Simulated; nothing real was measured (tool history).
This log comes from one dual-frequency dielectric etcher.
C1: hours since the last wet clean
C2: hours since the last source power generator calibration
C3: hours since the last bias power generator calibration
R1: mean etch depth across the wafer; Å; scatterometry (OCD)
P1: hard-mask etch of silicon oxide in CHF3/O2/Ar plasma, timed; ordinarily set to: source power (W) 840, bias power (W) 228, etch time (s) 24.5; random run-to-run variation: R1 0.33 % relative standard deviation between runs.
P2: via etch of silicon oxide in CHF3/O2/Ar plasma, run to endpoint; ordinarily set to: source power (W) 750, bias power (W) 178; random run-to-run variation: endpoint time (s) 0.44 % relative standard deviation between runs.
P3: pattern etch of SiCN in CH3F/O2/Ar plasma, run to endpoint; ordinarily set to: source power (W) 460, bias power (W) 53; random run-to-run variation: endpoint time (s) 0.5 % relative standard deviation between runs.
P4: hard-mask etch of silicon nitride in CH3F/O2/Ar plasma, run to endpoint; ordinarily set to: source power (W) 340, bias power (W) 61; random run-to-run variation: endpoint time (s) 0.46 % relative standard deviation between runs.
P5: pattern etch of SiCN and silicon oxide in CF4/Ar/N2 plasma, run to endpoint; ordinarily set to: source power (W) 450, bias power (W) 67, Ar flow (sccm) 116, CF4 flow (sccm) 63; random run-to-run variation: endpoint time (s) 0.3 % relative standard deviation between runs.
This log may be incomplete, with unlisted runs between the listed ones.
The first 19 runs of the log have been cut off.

run 20 hour=184.4 | process_that_ran=P1 source_power_(W)=840 bias_power_(W)=177 etch_time_(s)=32.0 | C1=432.1 C2=1406.1 C3=839.4 | R1=704.71
run 21 hour=197.3 | process_that_ran=P4 source_power_(W)=340 bias_power_(W)=81 | C1=445.0 C2=1419.0 C3=852.3 | endpoint_time_(s)=43.107
run 22 hour=206.0 | process_that_ran=P5 source_power_(W)=450 bias_power_(W)=67 Ar_flow_(sccm)=116 CF4_flow_(sccm)=63 | C1=453.7 C2=1427.7 C3=861.0 | endpoint_time_(s)=20.878
run 23 hour=218.0 | process_that_ran=P5 source_power_(W)=360 bias_power_(W)=67 Ar_flow_(sccm)=116 CF4_flow_(sccm)=63 | C1=465.7 C2=1439.7 C3=873.0 | endpoint_time_(s)=25.295
run 24 hour=230.1 | process_that_ran=P1 source_power_(W)=840 bias_power_(W)=228 etch_time_(s)=24.5 | C1=477.8 C2=1451.8 C3=885.1 | R1=585.97
run 25 hour=238.8 | process_that_ran=P1 source_power_(W)=840 bias_power_(W)=228 etch_time_(s)=13.5 | C1=486.5 C2=1460.5 C3=893.8 | R1=324.39
run 26 hour=249.5 | process_that_ran=P5 source_power_(W)=450 bias_power_(W)=67 Ar_flow_(sccm)=116 CF4_flow_(sccm)=81 | C1=497.2 C2=1471.2 C3=904.5 | endpoint_time_(s)=19.967
run 27 hour=259.2 | process_that_ran=P4 source_power_(W)=340 bias_power_(W)=61 | C1=506.9 C2=1480.9 C3=914.2 | endpoint_time_(s)=47.442
-- hour=264.7 bias power generator calibrated
run 28 hour=269.7 | process_that_ran=P2 source_power_(W)=440 bias_power_(W)=178 | C1=517.4 C2=1491.4 C3=5.1 | endpoint_time_(s)=422.240

Run 29, settings as shown, results not yet in. Your forecast:
run 29 hour=278.4 | process_that_ran=P2 source_power_(W)=750 bias_power_(W)=178 | C1=526.1 C2=1500.1 C3=13.8 | endpoint_time_(s)=?

Run 29 gave endpoint time (s) 343.500.
